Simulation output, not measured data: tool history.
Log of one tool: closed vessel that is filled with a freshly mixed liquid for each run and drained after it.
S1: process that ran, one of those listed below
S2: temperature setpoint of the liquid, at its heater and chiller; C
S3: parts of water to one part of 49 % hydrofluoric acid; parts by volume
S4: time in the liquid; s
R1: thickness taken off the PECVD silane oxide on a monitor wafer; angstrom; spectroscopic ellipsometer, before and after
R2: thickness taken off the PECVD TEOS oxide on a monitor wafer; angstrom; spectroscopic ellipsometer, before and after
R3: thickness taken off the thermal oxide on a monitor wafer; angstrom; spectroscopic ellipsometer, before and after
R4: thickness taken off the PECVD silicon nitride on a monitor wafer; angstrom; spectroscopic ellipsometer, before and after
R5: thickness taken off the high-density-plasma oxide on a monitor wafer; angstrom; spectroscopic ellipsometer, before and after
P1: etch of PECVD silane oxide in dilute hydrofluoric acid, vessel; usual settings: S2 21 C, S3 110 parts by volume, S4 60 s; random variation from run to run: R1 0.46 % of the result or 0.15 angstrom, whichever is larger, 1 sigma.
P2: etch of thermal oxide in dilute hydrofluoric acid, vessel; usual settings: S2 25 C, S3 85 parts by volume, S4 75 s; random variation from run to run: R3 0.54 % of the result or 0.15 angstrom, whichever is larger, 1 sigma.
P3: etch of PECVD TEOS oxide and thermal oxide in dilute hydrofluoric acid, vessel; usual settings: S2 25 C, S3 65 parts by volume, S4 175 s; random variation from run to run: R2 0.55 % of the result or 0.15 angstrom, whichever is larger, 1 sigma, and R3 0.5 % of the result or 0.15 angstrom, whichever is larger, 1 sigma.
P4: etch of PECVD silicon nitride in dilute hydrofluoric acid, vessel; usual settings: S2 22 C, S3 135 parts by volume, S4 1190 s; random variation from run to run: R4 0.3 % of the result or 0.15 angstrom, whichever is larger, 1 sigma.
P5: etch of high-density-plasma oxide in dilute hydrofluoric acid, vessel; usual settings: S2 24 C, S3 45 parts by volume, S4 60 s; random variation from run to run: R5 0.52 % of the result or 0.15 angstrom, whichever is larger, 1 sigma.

run 1 hour=10.6 | S1=P1 S2=21 S3=110 S4=60 | R1=152.55
run 2 hour=21.1 | S1=P1 S2=21 S3=195 S4=95 | R1=124.53
run 3 hour=39.3 | S1=P3 S2=17 S3=65 S4=175 | R2=178.97 R3=101.45
run 4 hour=56.4 | S1=P1 S2=21 S3=110 S4=30 | R1=76.961
run 5 hour=67.9 | S1=P4 S2=22 S3=135 S4=640 | R4=89.426
run 6 hour=86.9 | S1=P1 S2=21 S3=110 S4=60 | R1=152.78
run 7 hour=100.5 | S1=P2 S2=25 S3=85 S4=75 | R3=46.931
run 8 hour=115.9 | S1=P3 S2=25 S3=65 S4=175 | R2=250.97 R3=142.24
run 9 hour=134.7 | S1=P5 S2=24 S3=45 S4=60 | R5=138.25
run 10 hour=148.3 | S1=P2 S2=25 S3=85 S4=75 | R3=47.497
run 11 hour=157.9 | S1=P2 S2=31 S3=85 S4=75 | R3=59.729
run 12 hour=176.6 | S1=P2 S2=25 S3=85 S4=120 | R3=75.584
run 13 hour=186.3 | S1=P1 S2=21 S3=20 S4=60 | R1=934.62
run 14 hour=196.6 | S1=P1 S2=17 S3=110 S4=30 | R1=64.435
run 15 hour=209.9 | S1=P1 S2=17 S3=110 S4=60 | R1=130.65
run 16 hour=227.4 | S1=P4 S2=22 S3=235 S4=1190 | R4=97.4
run 17 hour=240.3 | S1=P1 S2=26.5 S3=110 S4=60 | R1=191.31
run 18 hour=249.7 | S1=P1 S2=21 S3=190 S4=60 | R1=81.489
run 19 hour=258.8 | S1=P1 S2=29 S3=25 S4=60 | R1=1033.3
run 20 hour=274.1 | S1=P5 S2=17.5 S3=45 S4=60 | R5=105.23
run 21 hour=285.7 | S1=P1 S2=21 S3=110 S4=60 | R1=153.09
run 22 hour=294.3 | S1=P1 S2=21 S3=110 S4=60 | R1=153.63
run 23 hour=302.9 | S1=P5 S2=24 S3=45 S4=85 | R5=197.22
run 24 hour=320.2 | S1=P4 S2=22 S3=135 S4=1190 | R4=166.93
run 25 hour=338.9 | S1=P4 S2=29.5 S3=135 S4=1190 | R4=269.81
run 26 hour=349 | S1=P1 S2=21 S3=110 S4=95 | R1=241.98
run 27 hour=368.3 | S1=P5 S2=24 S3=75 S4=60 | R5=79.117
run 28 hour=383.5 | S1=P3 S2=25 S3=65 S4=30 | R2=42.762 R3=24.26
run 29 hour=395.5 | S1=P2 S2=25 S3=120 S4=75 | R3=31.857
run 30 hour=405.3 | S1=P3 S2=25 S3=65 S4=175 | R2=249.63 R3=141.24

Run 31 comes next. What will it give?
run 31 hour=418 | S1=P5 S2=24 S3=45 S4=60 | R5=?

{"run 31": {"R5": 138.45}}
